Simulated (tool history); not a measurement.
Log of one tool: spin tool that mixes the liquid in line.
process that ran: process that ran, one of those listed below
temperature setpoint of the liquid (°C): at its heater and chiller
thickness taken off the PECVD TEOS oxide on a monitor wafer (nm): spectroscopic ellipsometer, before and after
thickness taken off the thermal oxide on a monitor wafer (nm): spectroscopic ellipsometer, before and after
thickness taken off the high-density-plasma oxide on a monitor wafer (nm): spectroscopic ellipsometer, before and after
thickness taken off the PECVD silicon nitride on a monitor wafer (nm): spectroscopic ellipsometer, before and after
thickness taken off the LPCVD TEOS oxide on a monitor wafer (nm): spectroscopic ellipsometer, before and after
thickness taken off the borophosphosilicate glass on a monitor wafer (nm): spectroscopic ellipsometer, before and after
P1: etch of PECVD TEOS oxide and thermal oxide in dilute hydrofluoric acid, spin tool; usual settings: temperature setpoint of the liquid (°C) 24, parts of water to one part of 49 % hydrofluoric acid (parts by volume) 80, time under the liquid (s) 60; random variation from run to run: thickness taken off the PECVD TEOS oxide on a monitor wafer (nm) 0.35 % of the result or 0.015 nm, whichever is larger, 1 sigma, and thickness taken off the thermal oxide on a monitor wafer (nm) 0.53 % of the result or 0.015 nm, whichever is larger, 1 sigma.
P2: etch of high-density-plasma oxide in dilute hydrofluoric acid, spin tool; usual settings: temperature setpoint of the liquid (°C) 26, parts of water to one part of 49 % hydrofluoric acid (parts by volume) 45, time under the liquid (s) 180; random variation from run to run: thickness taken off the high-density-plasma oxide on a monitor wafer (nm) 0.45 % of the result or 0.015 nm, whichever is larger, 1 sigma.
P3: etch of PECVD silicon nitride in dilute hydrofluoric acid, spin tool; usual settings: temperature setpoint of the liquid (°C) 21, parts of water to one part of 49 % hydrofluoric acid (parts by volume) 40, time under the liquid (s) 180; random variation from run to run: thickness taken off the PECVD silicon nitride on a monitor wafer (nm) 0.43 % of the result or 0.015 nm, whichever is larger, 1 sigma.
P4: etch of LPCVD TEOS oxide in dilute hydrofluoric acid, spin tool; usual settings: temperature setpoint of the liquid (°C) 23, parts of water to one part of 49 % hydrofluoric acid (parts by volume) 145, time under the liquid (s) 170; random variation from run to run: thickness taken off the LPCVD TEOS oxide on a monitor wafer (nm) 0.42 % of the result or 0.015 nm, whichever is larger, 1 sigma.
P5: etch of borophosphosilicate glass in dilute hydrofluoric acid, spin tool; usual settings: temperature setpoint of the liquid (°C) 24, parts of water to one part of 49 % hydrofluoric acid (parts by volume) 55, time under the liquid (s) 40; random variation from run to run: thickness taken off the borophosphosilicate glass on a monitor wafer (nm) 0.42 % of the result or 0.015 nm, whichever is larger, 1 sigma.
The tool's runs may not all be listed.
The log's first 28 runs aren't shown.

run   hour  process that ran  temperature setpoint of the liquid (°C)  parts of water to one part of 49 % hydrofluoric acid (parts by volume)  time under the liquid (s)  thickness taken off the PECVD TEOS oxide on a monitor wafer (nm)  thickness taken off the thermal oxide on a monitor wafer (nm)  thickness taken off the high-density-plasma oxide on a monitor wafer (nm)  thickness taken off the PECVD silicon nitride on a monitor wafer (nm)  thickness taken off the LPCVD TEOS oxide on a monitor wafer (nm)  thickness taken off the borophosphosilicate glass on a monitor wafer (nm)
 29  344.5                P1                                       24                                                                      80                         60                                                             14.02                                                         3.8587
 30  352.1                P1                                       31                                                                      80                         60                                                              18.5                                                         5.0497
 31  363.3                P1                                       24                                                                      20                         60                                                            61.153                                                         16.576
 32  374.7                P1                                       24                                                                      80                        110                                                            25.831                                                         7.0557
 33  385.3                P1                                       24                                                                      80                         15                                                            3.4931                                                        0.95046
 34  399.3                P1                                       24                                                                      80                         60                                                            14.132                                                         3.8122
 35  411.5                P1                                       24                                                                      80                         60                                                            13.585                                                         3.7367
 36  419.9                P1                                       24                                                                      80                         60                                                            13.411                                                          3.658
 37  431.6                P1                                       24                                                                      80                         60                                                            13.381                                                         3.5946

Forecast run 38:
 38  439.5                P1                                       24                                                                      80                         60                                                                 ?                                                              ?

Run 38 gave thickness taken off the PECVD TEOS oxide on a monitor wafer (nm) 13.212, thickness taken off the thermal oxide on a monitor wafer (nm) 3.6028.
